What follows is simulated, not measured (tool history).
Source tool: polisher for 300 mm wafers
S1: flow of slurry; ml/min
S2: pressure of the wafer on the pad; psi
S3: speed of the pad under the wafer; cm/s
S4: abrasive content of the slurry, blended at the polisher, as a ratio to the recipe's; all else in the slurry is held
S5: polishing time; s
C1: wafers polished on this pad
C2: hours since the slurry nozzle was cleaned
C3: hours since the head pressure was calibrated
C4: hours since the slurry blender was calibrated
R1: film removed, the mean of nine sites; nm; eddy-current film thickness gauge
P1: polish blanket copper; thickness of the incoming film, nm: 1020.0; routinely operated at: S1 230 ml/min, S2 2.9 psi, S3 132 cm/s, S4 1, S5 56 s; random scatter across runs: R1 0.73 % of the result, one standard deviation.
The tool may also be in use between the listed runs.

Run 1, hour 6.6: S1 230 ml/min, S2 2.9 psi, S3 132 cm/s, S4 1, S5 56 s; C1 770; C2 223; C3 500.6; C4 67.3. Result: R1 259.05 nm.
Run 2, hour 11.2: S1 230 ml/min, S2 2.9 psi, S3 132 cm/s, S4 1, S5 56 s; C1 803; C2 227.6; C3 505.2; C4 71.9. Result: R1 256.56 nm.
Run 3, hour 17.6: S1 230 ml/min, S2 2.9 psi, S3 60 cm/s, S4 1, S5 56 s; C1 849; C2 234; C3 511.6; C4 78.3. Result: R1 115.33 nm.
Run 4, hour 25.5: S1 230 ml/min, S2 2.9 psi, S3 132 cm/s, S4 1.45, S5 56 s; C1 905; C2 241.9; C3 519.5; C4 86.2. Result: R1 278.67 nm.
Run 5, hour 31.8: S1 140 ml/min, S2 1.6 psi, S3 132 cm/s, S4 1, S5 56 s; C1 950; C2 248.2; C3 525.8; C4 92.5. Result: R1 132.97 nm.
Run 6, hour 37.9: S1 230 ml/min, S2 2.9 psi, S3 132 cm/s, S4 1, S5 39 s; C1 994; C2 254.3; C3 531.9; C4 98.6. Result: R1 180.52 nm.
Run 7, hour 42.8: S1 230 ml/min, S2 4 psi, S3 132 cm/s, S4 1, S5 56 s; C1 1029; C2 259.2; C3 536.8; C4 103.5. Result: R1 357.41 nm.
Run 8, hour 47.8: S1 230 ml/min, S2 2.9 psi, S3 202 cm/s, S4 1, S5 56 s; C1 1065; C2 264.2; C3 541.8; C4 108.5. Result: R1 396.99 nm.
Run 9, hour 53.9: S1 230 ml/min, S2 2.9 psi, S3 132 cm/s, S4 1, S5 56 s; C1 1108; C2 270.3; C3 547.9; C4 114.6. Result: R1 256.97 nm.
Run 10, hour 57.9: S1 230 ml/min, S2 2.9 psi, S3 132 cm/s, S4 0.55, S5 56 s; C1 1137; C2 274.3; C3 551.9; C4 118.6. Result: R1 228.1 nm.
Run 11, hour 62.9: S1 230 ml/min, S2 2.9 psi, S3 132 cm/s, S4 1, S5 56 s; C1 1173; C2 279.3; C3 556.9; C4 123.6. Result: R1 258.14 nm.
Run 12, hour 66.9: S1 230 ml/min, S2 2.9 psi, S3 182 cm/s, S4 1, S5 25 s; C1 1201; C2 283.3; C3 560.9; C4 127.6. Result: R1 158.21 nm.
Run 13, hour 73.5: S1 230 ml/min, S2 2.9 psi, S3 132 cm/s, S4 1, S5 56 s; C1 1248; C2 289.9; C3 567.5; C4 134.2. Result: R1 258.49 nm.
Run 14, hour 79.1: S1 160 ml/min, S2 2.9 psi, S3 132 cm/s, S4 1, S5 71 s; C1 1289; C2 295.5; C3 573.1; C4 139.8. Result: R1 313.29 nm.
Run 15, hour 84.2: S1 230 ml/min, S2 2.9 psi, S3 132 cm/s, S4 1, S5 75 s; C1 1325; C2 300.6; C3 578.2; C4 144.9. Result: R1 343.82 nm.
Run 16, hour 88.8: S1 140 ml/min, S2 2.9 psi, S3 132 cm/s, S4 1, S5 56 s; C1 1358; C2 305.2; C3 582.8; C4 149.5. Result: R1 239.31 nm.
Run 17, hour 92.3: S1 230 ml/min, S2 2.9 psi, S3 132 cm/s, S4 1, S5 56 s; C1 1383; C2 308.7; C3 586.3; C4 153. Result: R1 259.5 nm.
Run 18, hour 98.7: S1 290 ml/min, S2 2.9 psi, S3 132 cm/s, S4 1, S5 56 s; C1 1429; C2 315.1; C3 592.7; C4 159.4. Result: R1 263.99 nm.
Run 19, hour 103.8: S1 230 ml/min, S2 2.9 psi, S3 132 cm/s, S4 1, S5 56 s; C1 1465; C2 320.2; C3 597.8; C4 164.5. Result: R1 256.23 nm.
Run 20, hour 111.5: S1 230 ml/min, S2 1.3 psi, S3 132 cm/s, S4 1, S5 56 s; C1 1520; C2 327.9; C3 605.5; C4 172.2. Result: R1 117.58 nm.
Run 21, hour 118.7: S1 230 ml/min, S2 2.9 psi, S3 132 cm/s, S4 1, S5 56 s; C1 1572; C2 335.1; C3 612.7; C4 179.4. Result: R1 256.16 nm.
Run 22, hour 122.5: S1 230 ml/min, S2 2.9 psi, S3 132 cm/s, S4 1, S5 56 s; C1 1599; C2 338.9; C3 616.5; C4 183.2. Result: R1 254.49 nm.

Run 23, settings as shown, results not yet in. Your forecast:
Run 23, hour 128.7: S1 230 ml/min, S2 2.9 psi, S3 132 cm/s, S4 1, S5 56 s; C1 1643; C2 345.1; C3 622.7; C4 189.4. Result: R1 ?.

Run 23 came out at R1 248.29 nm.
